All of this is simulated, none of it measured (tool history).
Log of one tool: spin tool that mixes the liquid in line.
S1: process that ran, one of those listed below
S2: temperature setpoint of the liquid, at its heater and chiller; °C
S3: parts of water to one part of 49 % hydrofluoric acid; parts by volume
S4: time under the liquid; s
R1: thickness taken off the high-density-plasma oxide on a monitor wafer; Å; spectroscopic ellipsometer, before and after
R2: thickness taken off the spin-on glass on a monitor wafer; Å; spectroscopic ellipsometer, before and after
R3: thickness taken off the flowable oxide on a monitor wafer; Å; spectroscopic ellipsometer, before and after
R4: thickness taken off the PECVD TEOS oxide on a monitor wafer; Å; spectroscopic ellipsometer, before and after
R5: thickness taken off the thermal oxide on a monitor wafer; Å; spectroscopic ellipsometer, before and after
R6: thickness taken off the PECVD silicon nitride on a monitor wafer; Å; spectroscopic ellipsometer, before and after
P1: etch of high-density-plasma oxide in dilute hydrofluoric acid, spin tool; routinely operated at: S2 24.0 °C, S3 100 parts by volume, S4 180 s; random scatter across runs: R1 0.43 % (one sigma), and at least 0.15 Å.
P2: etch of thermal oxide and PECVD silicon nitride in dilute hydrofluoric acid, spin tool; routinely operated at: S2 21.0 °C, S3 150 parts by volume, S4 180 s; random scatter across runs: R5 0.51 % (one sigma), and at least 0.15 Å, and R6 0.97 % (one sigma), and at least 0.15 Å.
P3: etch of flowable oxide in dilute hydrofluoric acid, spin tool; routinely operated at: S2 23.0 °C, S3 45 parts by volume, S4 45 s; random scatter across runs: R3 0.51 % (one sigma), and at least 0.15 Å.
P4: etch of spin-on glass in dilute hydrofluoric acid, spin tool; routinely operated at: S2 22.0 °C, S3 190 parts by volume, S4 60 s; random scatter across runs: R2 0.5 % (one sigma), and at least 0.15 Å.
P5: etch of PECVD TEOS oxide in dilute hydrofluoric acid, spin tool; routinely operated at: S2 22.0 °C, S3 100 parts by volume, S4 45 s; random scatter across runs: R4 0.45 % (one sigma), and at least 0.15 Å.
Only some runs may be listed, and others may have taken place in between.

Run 1, day 0.242: S1 P1, S2 24.0 °C, S3 100 parts by volume, S4 180 s. Result: R1 88.3440 Å.
Run 2, day 0.429: S1 P4, S2 28.0 °C, S3 190 parts by volume, S4 60 s. Result: R2 140.290 Å.
Run 3, day 0.638: S1 P3, S2 23.0 °C, S3 45 parts by volume, S4 45 s. Result: R3 544.34 Å.
Run 4, day 0.779: S1 P1, S2 24.0 °C, S3 100 parts by volume, S4 20 s. Result: R1 9.9837 Å.
At day 0.792: thermometer replaced.
Run 5, day 0.888: S1 P1, S2 24.0 °C, S3 140 parts by volume, S4 340 s. Result: R1 113.1700 Å.
Run 6, day 1.033: S1 P5, S2 22.0 °C, S3 100 parts by volume, S4 45 s. Result: R4 114.540 Å.
Run 7, day 1.188: S1 P1, S2 17.0 °C, S3 100 parts by volume, S4 180 s. Result: R1 66.9280 Å.
Run 8, day 1.396: S1 P4, S2 22.0 °C, S3 190 parts by volume, S4 60 s. Result: R2 112.850 Å.
Run 9, day 1.625: S1 P4, S2 22.0 °C, S3 190 parts by volume, S4 60 s. Result: R2 111.570 Å.
Run 10, day 1.750: S1 P2, S2 25.5 °C, S3 150 parts by volume, S4 180 s. Result: R5 54.885 Å, R6 34.9140 Å.
Run 11, day 1.962: S1 P3, S2 23.0 °C, S3 45 parts by volume, S4 15 s. Result: R3 181.32 Å.
Run 12, day 2.117: S1 P2, S2 21.0 °C, S3 150 parts by volume, S4 180 s. Result: R5 46.363 Å, R6 26.0890 Å.
Run 13, day 2.350: S1 P5, S2 22.0 °C, S3 20 parts by volume, S4 45 s. Result: R4 634.690 Å.
Run 14, day 2.525: S1 P1, S2 24.0 °C, S3 145 parts by volume, S4 180 s. Result: R1 58.1920 Å.
Run 15, day 2.738: S1 P1, S2 24.0 °C, S3 60 parts by volume, S4 180 s. Result: R1 155.3200 Å.
Run 16, day 2.967: S1 P4, S2 22.0 °C, S3 190 parts by volume, S4 20 s. Result: R2 37.123 Å.
Run 17, day 3.079: S1 P3, S2 30.5 °C, S3 45 parts by volume, S4 45 s. Result: R3 746.27 Å.
Run 18, day 3.246: S1 P1, S2 29.5 °C, S3 100 parts by volume, S4 180 s. Result: R1 109.0700 Å.
Run 19, day 3.462: S1 P5, S2 17.0 °C, S3 100 parts by volume, S4 45 s. Result: R4 93.787 Å.
Run 20, day 3.692: S1 P1, S2 24.0 °C, S3 100 parts by volume, S4 180 s. Result: R1 87.7420 Å.
Run 21, day 3.912: S1 P3, S2 23.0 °C, S3 75 parts by volume, S4 45 s. Result: R3 314.91 Å.
Run 22, day 4.112: S1 P2, S2 21.0 °C, S3 150 parts by volume, S4 65 s. Result: R5 16.317 Å, R6 9.0698 Å.
Run 23, day 4.346: S1 P5, S2 22.0 °C, S3 100 parts by volume, S4 15 s. Result: R4 38.540 Å.

What will run 24 give?
Run 24, day 4.583: S1 P2, S2 21.0 °C, S3 270 parts by volume, S4 180 s. Result: R5 ?, R6 ?.

R5: 22.442 Å
R6: 14.3560 Å
